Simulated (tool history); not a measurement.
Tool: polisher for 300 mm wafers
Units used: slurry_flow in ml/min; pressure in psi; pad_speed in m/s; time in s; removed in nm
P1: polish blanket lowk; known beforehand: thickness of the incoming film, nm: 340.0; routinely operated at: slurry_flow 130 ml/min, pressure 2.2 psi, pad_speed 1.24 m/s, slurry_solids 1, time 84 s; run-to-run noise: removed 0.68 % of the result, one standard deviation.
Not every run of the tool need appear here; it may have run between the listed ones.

run    day  slurry_flow  pressure  pad_speed  slurry_solids  time  removed
  1  0.154          130       2.2       1.24              1    84   38.494
  2  0.317          130       3.4       1.24              1    84   59.224
     0.479  -- conditioning disc replaced and pad reconditioned
  3  0.529          130       2.2       1.24              1   112   51.113
  4  0.779          130       2.2       1.24              1    84   38.375
  5  0.929          130       2.2       1.24            1.4    84   43.718
  6  1.088          130       2.2       1.24              1    84   38.472
  7  1.279          130       2.2       0.58              1    84    20.96
  8  1.512           80       2.2       1.24              1    84   34.536
  9  1.708          130       2.2       1.24              1    84   38.617
 10  1.917          130       1.1       1.24              1    84   19.172
 11  2.117          130       1.5       1.24            1.3    84   29.036
 12  2.262          130       2.2       1.24              1    84   38.616
 13  2.446          130       2.2       1.24            0.6    84   29.202
 14  2.642          130       2.2       1.24              1    56   25.721
 15  2.833          195       2.2       1.24              1    84   40.966
 16  2.971          130       2.2       1.72              1    84    49.35
 17   3.25          185       1.5       1.24              1    84   27.533
 18  3.517          130       2.2       1.24              1    84   38.219
 19  3.725          130       2.2       1.24              1    84   36.473
 20  4.012          130       2.2       1.24              1    84   34.819
 21  4.196          130       2.2       1.24              1    84   34.046
     4.254  -- head pressure recalibrated
     4.304  -- conditioning disc replaced and pad reconditioned
 22  4.446          130       2.2       1.24              1    84   34.039
     4.571  -- slurry nozzle cleaned
 23  4.738          130       2.2       1.24              1    84   33.484
 24  4.962          130       2.2       1.24              1    84   33.538

Compared with where it was, what P1 gives has crept away. Each cause listed below fits the log as well as the rest, at the size given for it:
A: removal rate lost through wear of the pad, % = 12
B: abrasive missing from the slurry, % = 23.1
The gradual shift began around day 3.517.
Other possible causes, and why each is ruled out:
slurry flow missing at the pad, %: was serviced at day 4.571, once the creep was under way, yet the earlier output never came back
head's pressure below its setpoint, %: was serviced at day 4.254, once the creep was under way, yet the earlier output never came back
time polished since the conditioner stopped cutting, s: was serviced at day 4.304, once the creep was under way, yet the earlier output never came back

4 check runs are offered, each on 5 wafers whose results are averaged, their results left as question marks. Which one tells the causes apart?
check 1  5.188          185       2.2       1.24              1    84        ?
check 2  5.188          130       2.2       1.24            1.4    84        ?
check 3  5.188           85       2.2       1.24              1    84        ?
check 4  5.188          170       2.2       1.24              1    84        ?

How each check would come out, cause by cause:
  check   result    if A    if B
check 1  removed  35.738  35.732
check 2  removed   38.71  39.555
check 3  removed  30.426  30.421
check 4  removed  35.294  35.289
Per check, the gap between the least separated pair of causes, taken in the result that splits them most: check 1 0.02 %; check 2 2.16 %; check 3 0.02 %; check 4 0.02 %
Check 2 is the one run that separates the causes; every other check would come out nearly the same whichever cause is at work.

The results of check 2 are: removed 39.536 nm. Based on these, which of the listed causes is it?

It is B: abrasive missing from the slurry, %.
